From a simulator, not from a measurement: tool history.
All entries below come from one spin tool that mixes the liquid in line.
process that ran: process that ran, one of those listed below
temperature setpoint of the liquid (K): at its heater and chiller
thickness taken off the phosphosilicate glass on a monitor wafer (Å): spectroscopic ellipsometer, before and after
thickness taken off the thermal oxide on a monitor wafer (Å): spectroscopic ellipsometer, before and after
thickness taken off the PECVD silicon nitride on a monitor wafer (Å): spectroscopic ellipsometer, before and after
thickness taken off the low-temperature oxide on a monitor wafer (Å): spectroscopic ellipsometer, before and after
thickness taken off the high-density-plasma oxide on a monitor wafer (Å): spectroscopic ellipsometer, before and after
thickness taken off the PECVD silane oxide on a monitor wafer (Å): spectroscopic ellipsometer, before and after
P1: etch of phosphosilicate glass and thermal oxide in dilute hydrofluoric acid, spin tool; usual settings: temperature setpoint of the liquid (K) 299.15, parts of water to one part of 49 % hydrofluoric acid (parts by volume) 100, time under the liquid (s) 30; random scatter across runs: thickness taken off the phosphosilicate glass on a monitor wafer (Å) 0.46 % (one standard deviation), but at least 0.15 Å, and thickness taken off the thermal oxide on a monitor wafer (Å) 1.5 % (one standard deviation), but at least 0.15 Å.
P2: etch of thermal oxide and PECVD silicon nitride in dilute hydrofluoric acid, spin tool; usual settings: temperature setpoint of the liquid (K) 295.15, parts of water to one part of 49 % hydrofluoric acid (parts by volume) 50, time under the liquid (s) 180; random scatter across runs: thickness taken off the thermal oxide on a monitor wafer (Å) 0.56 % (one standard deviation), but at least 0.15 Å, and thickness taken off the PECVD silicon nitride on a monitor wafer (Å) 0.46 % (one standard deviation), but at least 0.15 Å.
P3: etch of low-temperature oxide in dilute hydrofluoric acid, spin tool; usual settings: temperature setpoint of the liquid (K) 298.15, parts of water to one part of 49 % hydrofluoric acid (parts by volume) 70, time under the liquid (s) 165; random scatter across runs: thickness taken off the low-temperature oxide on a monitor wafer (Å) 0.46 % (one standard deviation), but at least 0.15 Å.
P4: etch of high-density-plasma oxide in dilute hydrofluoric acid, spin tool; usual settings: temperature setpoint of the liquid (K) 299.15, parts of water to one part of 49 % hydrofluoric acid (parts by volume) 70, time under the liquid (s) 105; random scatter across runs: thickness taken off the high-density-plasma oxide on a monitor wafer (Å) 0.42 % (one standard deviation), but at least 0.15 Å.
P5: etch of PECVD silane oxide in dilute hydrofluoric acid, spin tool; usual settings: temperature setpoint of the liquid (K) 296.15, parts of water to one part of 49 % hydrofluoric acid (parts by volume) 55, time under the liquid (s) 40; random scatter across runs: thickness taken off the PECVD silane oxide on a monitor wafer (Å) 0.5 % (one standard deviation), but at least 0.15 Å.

| run | hour | process that ran | temperature setpoint of the liquid (K) | parts of water to one part of 49 % hydrofluoric acid (parts by volume) | time under the liquid (s) | thickness taken off the phosphosilicate glass on a monitor wafer (Å) | thickness taken off the thermal oxide on a monitor wafer (Å) | thickness taken off the PECVD silicon nitride on a monitor wafer (Å) | thickness taken off the low-temperature oxide on a monitor wafer (Å) | thickness taken off the high-density-plasma oxide on a monitor wafer (Å) | thickness taken off the PECVD silane oxide on a monitor wafer (Å) |
|---|---|---|---|---|---|---|---|---|---|---|---|
| 1 | 6.4 | P1 | 299.15 | 100 | 30 | 462.21 | 15.5990 |  |  |  |  |
| 2 | 10.3 | P2 | 295.15 | 50 | 325 |  | 300.0800 | 178.000 |  |  |  |
| 3 | 13.8 | P1 | 305.15 | 100 | 30 | 578.64 | 20.2000 |  |  |  |  |
| 4 | 16.9 | P2 | 295.15 | 25 | 180 |  | 343.5400 | 193.920 |  |  |  |
| 5 | 20.5 | P1 | 295.15 | 100 | 30 | 391.12 | 13.4400 |  |  |  |  |
| 6 | 26.1 | P1 | 299.15 | 100 | 30 | 458.64 | 15.8140 |  |  |  |  |
| 7 | 31.2 | P1 | 299.15 | 100 | 30 | 457.93 | 16.1650 |  |  |  |  |
| 8 | 35.3 | P3 | 305.65 | 70 | 165 |  |  |  | 563.60 |  |  |
| 9 | 39.7 | P4 | 299.15 | 115 | 105 |  |  |  |  | 109.29 |  |
| 10 | 45.5 | P5 | 296.15 | 55 | 40 |  |  |  |  |  | 235.92 |
| 11 | 51.9 | P4 | 299.15 | 70 | 105 |  |  |  |  | 189.60 |  |
| 12 | 58.1 | P1 | 299.15 | 100 | 30 | 460.01 | 15.7410 |  |  |  |  |
| 13 | 62.4 | P5 | 301.15 | 55 | 40 |  |  |  |  |  | 289.90 |
| 14 | 65.9 | P2 | 295.15 | 50 | 180 |  | 166.3000 | 98.458 |  |  |  |
| 15 | 69.1 | P1 | 299.15 | 50 | 30 | 975.84 | 33.6070 |  |  |  |  |
| 16 | 72.5 | P4 | 291.65 | 70 | 105 |  |  |  |  | 140.37 |  |
| 17 | 77.7 | P3 | 298.15 | 70 | 165 |  |  |  | 423.39 |  |  |
| 18 | 84.7 | P4 | 299.15 | 70 | 210 |  |  |  |  | 377.27 |  |
| 19 | 88.0 | P5 | 296.15 | 85 | 40 |  |  |  |  |  | 146.66 |
| 20 | 93.3 | P3 | 298.15 | 70 | 315 |  |  |  | 807.89 |  |  |
| 21 | 98.4 | P1 | 299.15 | 100 | 60 | 921.32 | 31.3990 |  |  |  |  |
| 22 | 101.9 | P1 | 299.15 | 175 | 30 | 241.25 | 8.2125 |  |  |  |  |
| 23 | 108.8 | P1 | 299.15 | 100 | 15 | 230.34 | 7.7710 |  |  |  |  |

Run 24, settings as shown, results not yet in. Your forecast:
| 24 | 114.2 | P3 | 298.15 | 100 | 165 |  |  |  | ? |  |  |

{"run 24": {"thickness taken off the low-temperature oxide on a monitor wafer (Å)": 285.15}}
